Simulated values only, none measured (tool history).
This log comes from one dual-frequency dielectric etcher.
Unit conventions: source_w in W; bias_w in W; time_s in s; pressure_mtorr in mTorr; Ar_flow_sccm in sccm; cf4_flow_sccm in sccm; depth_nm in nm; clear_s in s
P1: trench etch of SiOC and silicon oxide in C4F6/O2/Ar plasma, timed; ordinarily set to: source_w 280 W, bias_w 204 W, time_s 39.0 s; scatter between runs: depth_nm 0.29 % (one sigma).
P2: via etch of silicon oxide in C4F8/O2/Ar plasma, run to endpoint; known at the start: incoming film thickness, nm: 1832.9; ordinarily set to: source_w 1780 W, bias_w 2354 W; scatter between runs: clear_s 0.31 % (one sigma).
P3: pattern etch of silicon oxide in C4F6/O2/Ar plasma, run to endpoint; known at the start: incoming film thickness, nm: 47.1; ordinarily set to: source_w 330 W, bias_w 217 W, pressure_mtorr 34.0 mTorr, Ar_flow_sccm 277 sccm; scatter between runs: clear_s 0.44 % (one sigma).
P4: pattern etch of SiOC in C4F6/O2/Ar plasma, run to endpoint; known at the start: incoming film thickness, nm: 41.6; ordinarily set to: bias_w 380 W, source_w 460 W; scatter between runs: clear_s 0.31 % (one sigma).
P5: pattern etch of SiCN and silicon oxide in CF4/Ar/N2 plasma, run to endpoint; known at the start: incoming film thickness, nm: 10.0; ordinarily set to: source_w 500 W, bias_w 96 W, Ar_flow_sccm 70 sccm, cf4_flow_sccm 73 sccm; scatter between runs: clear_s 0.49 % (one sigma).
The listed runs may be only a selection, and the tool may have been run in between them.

run   hour  process  source_w  bias_w  time_s  pressure_mtorr  Ar_flow_sccm  cf4_flow_sccm  depth_nm   clear_s
  1    7.6       P1       280     204    39.0                                                 70.869
  2   14.1       P1       280     126    39.0                                                 60.846
  3   18.7       P1       280     204    39.0                                                 71.171
  4   28.4       P1       280     282    39.0                                                 79.613
  5   34.0       P1       210     204    39.0                                                 64.084
  6   40.2       P3       330     148                    34.0           277                            17.5330
  7   47.1       P3       330     217                    27.5           277                            15.1790
  8   57.1       P2      1780    1856                                                                 389.2900
  9   62.4       P5       500      96                                    70             73              9.0888
 10   70.2       P5       650      96                                    70             73              7.2216
 11   78.6       P3       330     217                    34.0           277                            15.5060
 12   88.5       P4       660     380                                                                  12.5040
 13   93.6       P1       280     204    29.5                                                 53.825
 14  101.6       P4       460     380                                                                  14.3470
 15  110.8       P1       370     204    39.0                                                 79.578
 16  119.1       P5       500      96                                    42             73              8.6058
 17  125.7       P5       500      96                                    70             73              9.0721
 18  135.3       P2      1780    2354                                                                 362.8500
 19  143.1       P1       280     163    47.5                                                 80.431
 20  152.3       P3       450     217                    34.0           277                            13.7000
 21  161.5       P1       280     204    39.0                                                 70.940
 22  168.8       P1       280     204    39.0                                                 71.231
 23  177.0       P2      1220    2354                                                                 421.9900
 24  184.8       P5       500      66                                    70             73             10.3170
 25  191.9       P1       280     204    39.0                                                 71.179
 26  198.1       P3       330     217                    34.0           380                            16.1260
 27  207.5       P4       460     476                                                                  13.2120
 28  215.6       P5       500      96                                    70             99              8.8113
 29  224.7       P3       330     217                    34.0           277                            15.4040
 30  234.0       P1       280     204    57.5                                                104.820
 31  240.7       P1       280     204    39.0                                                 70.760
 32  249.9       P1       280     204    39.0                                                 70.919
 33  256.5       P1       280     204    39.0                                                 70.618
 34  265.5       P1       280     204    39.0                                                 70.194
 35  274.5       P1       280     204    39.0                                                 70.146
 36  281.4       P1       280     204    39.0                                                 70.203
 37  286.0       P1       280     204    39.0                                                 70.062
     289.0  -- wet clean of the chamber
 38  292.4       P1       280     204    39.0                                                 70.157
 39  299.4       P1       280     204    39.0                                                 69.897
 40  304.9       P1       280     204    39.0                                                 69.856
 41  309.3       P1       280     204    39.0                                                 70.190
 42  315.3       P1       280     204    39.0                                                 70.076

P1 no longer gives what it gave before; its output has crept away from where it was. The following 2 causes, each at its listed size, fit the log equally well:
A: source power that arrives under what is set, % = 3.76
B: bias power that arrives under what is set, % = 4.33
The drift started at roughly hour 240.7.
All other causes, with the reason each is excluded:
chamber walls in a state that lowers the etch rate, %: work on it at hour 289.0, done after the drift set in, did not restore what the process gave before

Consider the 4 check runs below, whose results appear as question marks and each of which averages 3 wafers. Which one distinguishes the causes, in that each cause would give it a clearly different result?
check 1  321.3       P4       650     380                                                                       ?
check 2  321.3       P3       330     217                    34.0           325                                 ?
check 3  321.3       P2      1270    1924                                                                       ?
check 4  321.3       P5       500      79                                    50             73                  ?

Expected result of each check under each candidate cause:
  check   result      if A      if B
check 1  clear_s   12.7900   12.8020
check 2  clear_s   16.0280   16.0280
check 3  clear_s  446.8000  445.7900
check 4  clear_s    9.6109    9.4158
Minimum pairwise separation of causes per check, each pair taken at its best-separating result: check 1 0.09 %; check 2 0 %; check 3 0.23 %; check 4 2.05 %
Only in check 4 would the causes give clearly different results; in the remaining checks their results would be nearly the same.

Then check 4 was run and gave: clear_s 9.4090 s. Which cause is it?

The correct cause is B, namely: bias power that arrives under what is set, %.

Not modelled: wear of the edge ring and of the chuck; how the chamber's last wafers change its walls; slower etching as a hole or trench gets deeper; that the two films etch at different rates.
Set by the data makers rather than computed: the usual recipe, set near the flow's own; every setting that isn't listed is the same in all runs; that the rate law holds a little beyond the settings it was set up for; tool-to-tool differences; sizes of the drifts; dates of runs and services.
